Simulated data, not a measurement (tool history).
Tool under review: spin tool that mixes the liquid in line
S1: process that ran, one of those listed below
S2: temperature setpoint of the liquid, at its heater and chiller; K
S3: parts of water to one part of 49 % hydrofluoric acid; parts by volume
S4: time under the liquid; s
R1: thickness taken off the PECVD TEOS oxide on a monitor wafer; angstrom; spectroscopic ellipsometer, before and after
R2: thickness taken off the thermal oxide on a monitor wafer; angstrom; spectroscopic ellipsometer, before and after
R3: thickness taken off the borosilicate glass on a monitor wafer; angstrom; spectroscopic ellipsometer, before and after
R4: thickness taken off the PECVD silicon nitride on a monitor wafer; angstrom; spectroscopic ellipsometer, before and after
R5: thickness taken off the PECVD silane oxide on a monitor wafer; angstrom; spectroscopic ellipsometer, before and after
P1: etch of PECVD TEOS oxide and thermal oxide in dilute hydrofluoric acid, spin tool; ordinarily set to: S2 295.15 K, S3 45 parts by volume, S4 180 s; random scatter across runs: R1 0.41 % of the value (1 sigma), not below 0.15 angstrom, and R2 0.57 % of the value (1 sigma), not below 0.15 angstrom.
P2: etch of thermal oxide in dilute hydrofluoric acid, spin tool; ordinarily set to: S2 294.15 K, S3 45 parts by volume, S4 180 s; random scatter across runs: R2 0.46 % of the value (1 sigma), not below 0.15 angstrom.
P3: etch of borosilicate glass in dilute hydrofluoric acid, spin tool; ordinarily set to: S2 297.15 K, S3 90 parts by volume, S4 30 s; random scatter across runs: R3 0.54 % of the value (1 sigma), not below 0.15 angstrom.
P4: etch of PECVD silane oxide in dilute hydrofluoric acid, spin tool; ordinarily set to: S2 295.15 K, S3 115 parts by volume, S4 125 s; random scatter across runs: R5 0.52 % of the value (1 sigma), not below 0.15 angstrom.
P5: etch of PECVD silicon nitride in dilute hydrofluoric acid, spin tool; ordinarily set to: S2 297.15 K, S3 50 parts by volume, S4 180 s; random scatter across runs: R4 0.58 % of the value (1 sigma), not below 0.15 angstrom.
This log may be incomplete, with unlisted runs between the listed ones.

run 1 day=0.292 | S1=P1 S2=295.15 S3=45 S4=180 | R1=532.73 R2=180.700
run 2 day=0.608 | S1=P1 S2=290.15 S3=60 S4=180 | R1=318.30 R2=107.970
run 3 day=1.138 | S1=P1 S2=295.15 S3=45 S4=180 | R1=536.37 R2=179.130
run 4 day=1.667 | S1=P2 S2=290.15 S3=45 S4=180 | R2=155.800
run 5 day=2.029 | S1=P1 S2=295.15 S3=45 S4=50 | R1=148.11 R2=50.656
run 6 day=2.275 | S1=P3 S2=297.15 S3=90 S4=30 | R3=63.717
run 7 day=2.529 | S1=P5 S2=290.15 S3=50 S4=180 | R4=74.111
run 8 day=2.946 | S1=P1 S2=295.15 S3=45 S4=315 | R1=934.92 R2=316.550
run 9 day=3.288 | S1=P3 S2=303.65 S3=90 S4=30 | R3=81.345
run 10 day=3.567 | S1=P4 S2=295.15 S3=115 S4=55 | R5=67.801
run 11 day=4.075 | S1=P1 S2=295.15 S3=45 S4=180 | R1=531.35 R2=180.790
run 12 day=4.600 | S1=P3 S2=297.15 S3=90 S4=50 | R3=105.720
run 13 day=5.008 | S1=P3 S2=297.15 S3=90 S4=30 | R3=63.701
run 14 day=5.300 | S1=P4 S2=295.15 S3=115 S4=125 | R5=153.450
run 15 day=5.867 | S1=P2 S2=294.15 S3=45 S4=180 | R2=185.990
run 16 day=6.292 | S1=P4 S2=295.15 S3=115 S4=125 | R5=153.760
run 17 day=6.646 | S1=P1 S2=295.15 S3=45 S4=180 | R1=534.82 R2=181.710
run 18 day=7.221 | S1=P1 S2=295.15 S3=20 S4=180 | R1=1243.60 R2=419.720
run 19 day=7.688 | S1=P4 S2=295.15 S3=30 S4=125 | R5=653.420
run 20 day=7.946 | S1=P5 S2=297.15 S3=50 S4=30 | R4=20.043
run 21 day=8.258 | S1=P1 S2=295.15 S3=75 S4=180 | R1=308.13 R2=104.570
run 22 day=8.808 | S1=P1 S2=295.15 S3=45 S4=180 | R1=533.90 R2=181.250

What will run 23 give?
run 23 day=9.254 | S1=P1 S2=295.15 S3=45 S4=180 | R1=? R2=?

R1: 534.51 angstrom
R2: 182.330 angstrom
